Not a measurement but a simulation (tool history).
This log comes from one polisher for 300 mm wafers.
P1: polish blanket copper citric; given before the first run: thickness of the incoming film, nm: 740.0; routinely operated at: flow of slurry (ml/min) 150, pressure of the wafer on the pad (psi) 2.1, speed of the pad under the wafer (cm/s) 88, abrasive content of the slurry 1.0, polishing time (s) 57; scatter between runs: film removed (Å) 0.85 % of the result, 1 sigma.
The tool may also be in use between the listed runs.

run	hour	flow of slurry (ml/min)	pressure of the wafer on the pad (psi)	speed of the pad under the wafer (cm/s)	abrasive content of the slurry	polishing time (s)	wafers polished on this pad	hours since the slurry nozzle was cleaned	hours since the head pressure was calibrated	hours since the slurry blender was calibrated	film removed (Å)
1	3.8	150	2.1	88	1.0	57	212	364.3	669.9	206.7	757.77
2	8.9	230	2.1	88	1.0	57	288	369.4	675.0	211.8	806.42
3	11.9	150	2.1	88	1.0	42	333	372.4	678.0	214.8	561.08
4	14.4	150	2.1	88	1.3	57	371	374.9	680.5	217.3	807.39
5	17.7	150	2.1	132	1.0	57	420	378.2	683.8	220.6	1125.70
6	20.4	150	2.1	88	0.7	57	460	380.9	686.5	223.3	715.82
7	25.3	150	2.8	88	1.0	57	534	385.8	691.4	228.2	1000.20
8	28.2	90	3.0	88	1.0	57	577	388.7	694.3	231.1	952.40
9	30.6	150	1.5	58	1.0	57	613	391.1	696.7	233.5	373.84
10	34.8	150	2.1	44	1.0	57	676	395.3	700.9	237.7	391.37
11	38.0	150	2.1	88	1.0	57	724	398.5	704.1	240.9	755.71
12	42.1	150	2.1	88	1.0	57	785	402.6	708.2	245.0	755.34
13	45.6	90	2.1	88	1.0	57	837	406.1	711.7	248.5	692.32
14	47.9	150	2.1	88	1.0	57	872	408.4	714.0	250.8	759.92
15	50.3	150	1.4	88	1.0	57	908	410.8	716.4	253.2	522.17
16	53.5	150	2.1	88	1.0	72	956	414.0	719.6	256.4	961.50

Run 17 comes next. What will it give?
17	55.9	150	2.1	88	1.0	57	992	416.4	722.0	258.8	?

Run 17 yielded film removed (Å) 760.89.
